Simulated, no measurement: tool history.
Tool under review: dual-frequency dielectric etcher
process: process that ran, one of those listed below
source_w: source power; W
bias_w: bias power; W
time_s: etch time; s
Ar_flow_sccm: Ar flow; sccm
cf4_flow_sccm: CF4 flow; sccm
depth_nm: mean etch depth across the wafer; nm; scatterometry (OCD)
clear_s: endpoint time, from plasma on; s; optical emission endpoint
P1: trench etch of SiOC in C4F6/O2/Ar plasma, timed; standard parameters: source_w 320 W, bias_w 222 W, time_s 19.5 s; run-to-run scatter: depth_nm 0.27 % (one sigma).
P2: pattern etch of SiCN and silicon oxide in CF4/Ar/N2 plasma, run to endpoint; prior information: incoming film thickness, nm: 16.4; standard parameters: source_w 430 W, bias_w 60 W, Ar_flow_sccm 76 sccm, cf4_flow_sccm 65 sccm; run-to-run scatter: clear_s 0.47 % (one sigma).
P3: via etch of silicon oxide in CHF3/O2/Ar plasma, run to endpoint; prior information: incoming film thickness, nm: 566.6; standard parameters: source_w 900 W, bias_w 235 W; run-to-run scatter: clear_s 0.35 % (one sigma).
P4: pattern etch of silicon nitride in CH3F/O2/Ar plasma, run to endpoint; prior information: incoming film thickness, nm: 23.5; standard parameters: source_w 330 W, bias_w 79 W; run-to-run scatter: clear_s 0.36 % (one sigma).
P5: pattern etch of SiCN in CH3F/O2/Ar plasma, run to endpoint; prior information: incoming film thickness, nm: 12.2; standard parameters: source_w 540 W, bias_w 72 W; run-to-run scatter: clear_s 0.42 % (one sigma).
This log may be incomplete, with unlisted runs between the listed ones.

Run 1, hour 8.5: process P1, source_w 320 W, bias_w 222 W, time_s 19.5 s. Result: depth_nm 39.673 nm.
Run 2, hour 17.3: process P1, source_w 320 W, bias_w 222 W, time_s 19.5 s. Result: depth_nm 39.553 nm.
Run 3, hour 23.1: process P1, source_w 320 W, bias_w 222 W, time_s 19.5 s. Result: depth_nm 39.591 nm.
Run 4, hour 27.2: process P4, source_w 330 W, bias_w 79 W. Result: clear_s 36.514 s.
Run 5, hour 33.4: process P1, source_w 420 W, bias_w 222 W, time_s 19.5 s. Result: depth_nm 43.916 nm.
Run 6, hour 41.9: process P5, source_w 540 W, bias_w 72 W. Result: clear_s 28.433 s.
Run 7, hour 48.8: process P2, source_w 430 W, bias_w 60 W, Ar_flow_sccm 76 sccm, cf4_flow_sccm 83 sccm. Result: clear_s 19.670 s.
Run 8, hour 54.9: process P1, source_w 320 W, bias_w 276 W, time_s 26.0 s. Result: depth_nm 56.818 nm.
Run 9, hour 61.7: process P1, source_w 250 W, bias_w 222 W, time_s 23.5 s. Result: depth_nm 43.562 nm.
Run 10, hour 68.8: process P2, source_w 430 W, bias_w 60 W, Ar_flow_sccm 106 sccm, cf4_flow_sccm 65 sccm. Result: clear_s 21.436 s.
Run 11, hour 74.4: process P3, source_w 900 W, bias_w 155 W. Result: clear_s 254.410 s.
Run 12, hour 82.9: process P3, source_w 900 W, bias_w 235 W. Result: clear_s 221.490 s.
Run 13, hour 88.1: process P1, source_w 320 W, bias_w 222 W, time_s 28.5 s. Result: depth_nm 57.755 nm.
Run 14, hour 92.5: process P5, source_w 670 W, bias_w 72 W. Result: clear_s 26.108 s.
Run 15, hour 101.2: process P2, source_w 610 W, bias_w 60 W, Ar_flow_sccm 76 sccm, cf4_flow_sccm 65 sccm. Result: clear_s 15.014 s.
Run 16, hour 105.8: process P5, source_w 540 W, bias_w 95 W. Result: clear_s 25.889 s.
Run 17, hour 112.7: process P1, source_w 320 W, bias_w 180 W, time_s 19.5 s. Result: depth_nm 36.908 nm.
Run 18, hour 121.6: process P1, source_w 190 W, bias_w 222 W, time_s 19.5 s. Result: depth_nm 32.655 nm.
Run 19, hour 128.2: process P1, source_w 320 W, bias_w 222 W, time_s 19.5 s. Result: depth_nm 39.535 nm.
Run 20, hour 136.9: process P2, source_w 430 W, bias_w 60 W, Ar_flow_sccm 76 sccm, cf4_flow_sccm 65 sccm. Result: clear_s 20.589 s.
Run 21, hour 142.1: process P3, source_w 1210 W, bias_w 235 W. Result: clear_s 196.300 s.
Run 22, hour 147.5: process P1, source_w 320 W, bias_w 222 W, time_s 19.5 s. Result: depth_nm 39.570 nm.
Run 23, hour 152.0: process P1, source_w 320 W, bias_w 271 W, time_s 27.0 s. Result: depth_nm 58.785 nm.
Run 24, hour 160.6: process P1, source_w 320 W, bias_w 222 W, time_s 19.5 s. Result: depth_nm 39.631 nm.
Run 25, hour 169.0: process P2, source_w 430 W, bias_w 38 W, Ar_flow_sccm 76 sccm, cf4_flow_sccm 65 sccm. Result: clear_s 22.960 s.
At hour 169.4: wet clean of the chamber.
Run 26, hour 175.1: process P4, source_w 330 W, bias_w 51 W. Result: clear_s 42.405 s.
Run 27, hour 180.7: process P4, source_w 230 W, bias_w 79 W. Result: clear_s 41.576 s.
Run 28, hour 186.2: process P2, source_w 430 W, bias_w 60 W, Ar_flow_sccm 76 sccm, cf4_flow_sccm 65 sccm. Result: clear_s 20.333 s.
Run 29, hour 190.8: process P1, source_w 320 W, bias_w 297 W, time_s 19.5 s. Result: depth_nm 43.889 nm.
Run 30, hour 194.7: process P1, source_w 320 W, bias_w 222 W, time_s 10.5 s. Result: depth_nm 21.360 nm.
Run 31, hour 200.1: process P1, source_w 320 W, bias_w 222 W, time_s 19.5 s. Result: depth_nm 39.672 nm.
Run 32, hour 204.6: process P1, source_w 320 W, bias_w 222 W, time_s 19.5 s. Result: depth_nm 39.391 nm.
Run 33, hour 211.1: process P1, source_w 320 W, bias_w 222 W, time_s 19.5 s. Result: depth_nm 39.391 nm.
Run 34, hour 219.5: process P1, source_w 320 W, bias_w 222 W, time_s 19.5 s. Result: depth_nm 38.975 nm.
Run 35, hour 223.7: process P1, source_w 320 W, bias_w 222 W, time_s 19.5 s. Result: depth_nm 39.197 nm.
Run 36, hour 228.4: process P1, source_w 320 W, bias_w 222 W, time_s 19.5 s. Result: depth_nm 39.170 nm.
Run 37, hour 236.0: process P1, source_w 320 W, bias_w 222 W, time_s 19.5 s. Result: depth_nm 38.893 nm.
At hour 239.1: wet clean of the chamber.
Run 38, hour 239.9: process P1, source_w 320 W, bias_w 222 W, time_s 19.5 s. Result: depth_nm 38.897 nm.
Run 39, hour 244.7: process P1, source_w 320 W, bias_w 222 W, time_s 19.5 s. Result: depth_nm 38.942 nm.
Run 40, hour 252.1: process P1, source_w 320 W, bias_w 222 W, time_s 19.5 s. Result: depth_nm 38.818 nm.
Run 41, hour 259.9: process P1, source_w 320 W, bias_w 222 W, time_s 19.5 s. Result: depth_nm 39.014 nm.

P1 has crept away from where it was. The log is fitted equally well by each of these 2 causes, at the sizes shown:
A: source power that arrives under what is set, % = 4.27
B: bias power that arrives under what is set, % = 4.88
The onset of the drift is placed at about hour 200.1.
Every other cause this tool's parts could produce, and why it does not fit the log:
chamber walls in a state that lowers the etch rate, %: serviced at hour 239.1, which brought nothing back

Of the 4 check runs below, each run on 3 wafers with the results averaged and each result still a question mark, which one would tell the listed causes apart?
Run check 1, hour 267.7: process P4, source_w 280 W, bias_w 61 W. Result: clear_s ?.
Run check 2, hour 267.7: process P5, source_w 540 W, bias_w 88 W. Result: clear_s ?.
Run check 3, hour 267.7: process P3, source_w 1100 W, bias_w 163 W. Result: clear_s ?.
Run check 4, hour 267.7: process P2, source_w 580 W, bias_w 60 W, Ar_flow_sccm 104 sccm, cf4_flow_sccm 65 sccm. Result: clear_s ?.

Check results expected under each cause:
  check   result     if A     if B
check 1  clear_s   43.020   43.033
check 2  clear_s   26.921   26.966
check 3  clear_s  234.930  234.600
check 4  clear_s   17.029   16.648
Minimum pairwise separation of causes per check, each pair taken at its best-separating result: check 1 0.03 %; check 2 0.17 %; check 3 0.14 %; check 4 2.26 %
Of the check runs offered, only check 4 discriminates between the causes; the rest would read about the same regardless of which cause applies.

The results of check 4 are: clear_s 16.718 s. Based on these, which of the listed causes is it?

Of the candidate causes, it is B: bias power that arrives under what is set, %.
